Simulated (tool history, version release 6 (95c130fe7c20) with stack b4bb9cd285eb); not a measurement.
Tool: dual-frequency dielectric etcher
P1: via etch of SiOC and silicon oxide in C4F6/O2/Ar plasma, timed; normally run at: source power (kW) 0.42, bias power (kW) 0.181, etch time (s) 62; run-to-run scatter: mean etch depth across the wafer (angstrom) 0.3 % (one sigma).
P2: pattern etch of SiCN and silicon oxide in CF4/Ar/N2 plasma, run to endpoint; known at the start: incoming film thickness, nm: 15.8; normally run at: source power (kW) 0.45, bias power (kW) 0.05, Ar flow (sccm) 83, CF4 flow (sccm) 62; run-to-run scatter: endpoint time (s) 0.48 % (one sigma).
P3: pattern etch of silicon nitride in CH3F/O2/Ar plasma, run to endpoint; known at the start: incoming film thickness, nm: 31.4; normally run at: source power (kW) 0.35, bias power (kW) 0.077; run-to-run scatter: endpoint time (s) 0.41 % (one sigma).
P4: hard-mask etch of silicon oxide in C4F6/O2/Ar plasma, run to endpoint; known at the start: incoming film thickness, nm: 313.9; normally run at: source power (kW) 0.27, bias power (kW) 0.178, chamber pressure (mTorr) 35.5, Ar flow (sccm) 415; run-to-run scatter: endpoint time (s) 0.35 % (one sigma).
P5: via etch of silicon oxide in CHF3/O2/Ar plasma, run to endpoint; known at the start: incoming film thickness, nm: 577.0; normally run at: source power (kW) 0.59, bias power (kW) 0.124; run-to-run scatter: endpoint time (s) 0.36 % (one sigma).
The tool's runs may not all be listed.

run	day	process that ran	source power (kW)	bias power (kW)	etch time (s)	chamber pressure (mTorr)	Ar flow (sccm)	CF4 flow (sccm)	mean etch depth across the wafer (angstrom)	endpoint time (s)
1	0.358	P1	0.42	0.181	62				746.18	
2	0.65	P1	0.42	0.219	78				1000.4	
3	1.058	P4	0.27	0.178		35.5	273			117.44
4	1.408	P1	0.51	0.181	62				806.44	
5	1.804	P5	0.59	0.174						285.04
6	2.121	P1	0.42	0.181	34				409.32	
7	2.546	P4	0.39	0.178		35.5	415			107.03
8	2.812	P1	0.28	0.181	62				636.24	
9	3	P4	0.27	0.215		35.5	415			115.22
10	3.242	P1	0.42	0.225	50				649.62	
11	3.571	P3	0.26	0.077						52.16
12	3.983	P1	0.42	0.181	62				746.85	
13	4.404	P2	0.45	0.05			83	62		20.049
14	4.804	P4	0.27	0.178		35.5	415			123.55
15	5.046	P1	0.33	0.181	82.5				905.74	
16	5.375	P2	0.45	0.05			83	77		19.219
17	5.646	P1	0.42	0.181	62				742.77	
18	5.883	P2	0.45	0.05			110	62		21.01
19	6.188	P1	0.42	0.122	62				661.09	
20	6.4	P1	0.42	0.181	62				745.14	
21	6.729	P3	0.35	0.077						46.17
22	7.096	P2	0.34	0.05			83	62		25.728
23	7.467	P5	0.59	0.124						318.52
24	7.679	P5	0.35	0.124						389.58
25	7.975	P1	0.42	0.246	62				827.19	
26	8.175	P3	0.35	0.077						46.252
27	8.488	P1	0.42	0.181	80				961.39	
28	8.879	P4	0.27	0.178		49.5	415			127.51
29	9.079	P1	0.42	0.181	62				742.15	
30	9.35	P2	0.45	0.07			83	62		18.031
31	9.738	P3	0.35	0.104						41.734
32	10.171	P1	0.42	0.181	62				745.68	
33	10.446	P1	0.42	0.181	62				747.74	
34	10.654	P1	0.42	0.181	62				751.19	
35	11.021	P1	0.42	0.181	62				748.46	
36	11.233	P1	0.42	0.181	62				753.81	
37	11.592	P1	0.42	0.181	62				754.05	
38	11.808	P1	0.42	0.181	62				756.69	
39	12.058	P1	0.42	0.181	62				755.71	
40	12.475	P1	0.42	0.181	62				753.88	
# day 12.592: wet clean of the chamber
41	12.871	P1	0.42	0.181	62				759.29	
42	13.183	P1	0.42	0.181	62				756.47	
43	13.508	P1	0.42	0.181	62				758.07	

What P1 gives has crept away from where it was. These 2 causes fit the log equally well, each at the size given:
A: source power that arrives over what is set, % = 3.94
B: bias power that arrives over what is set, % = 4.75
The creep began at about day 10.171.
Why every other cause is out:
chamber walls in a state that raises the etch rate, %: serviced at day 12.592, which brought nothing back

4 check runs are offered, each on 3 wafers whose results are averaged, their results left as question marks. Which one tells the causes apart?
check 1	13.833	P2	0.45	0.05			83	62		?
check 2	13.833	P3	0.35	0.077						?
check 3	13.833	P5	0.59	0.124						?
check 4	13.833	P4	0.27	0.178		35.5	415			?

What each check would give under each cause:
check	result	if A	if B
check 1	endpoint time (s)	19.344	19.739
check 2	endpoint time (s)	45.684	45.6
check 3	endpoint time (s)	313.13	313.33
check 4	endpoint time (s)	120.93	120.91
How far apart the two closest causes lie, in the result that separates them most: check 1 2.02 %; check 2 0.18 %; check 3 0.07 %; check 4 0.02 %
Check 1 tells the causes apart: in the others they would give nearly the same result.

Check 1 was then run and gave: endpoint time (s) 19.686. Which cause is it?

It is B: bias power that arrives over what is set, %.

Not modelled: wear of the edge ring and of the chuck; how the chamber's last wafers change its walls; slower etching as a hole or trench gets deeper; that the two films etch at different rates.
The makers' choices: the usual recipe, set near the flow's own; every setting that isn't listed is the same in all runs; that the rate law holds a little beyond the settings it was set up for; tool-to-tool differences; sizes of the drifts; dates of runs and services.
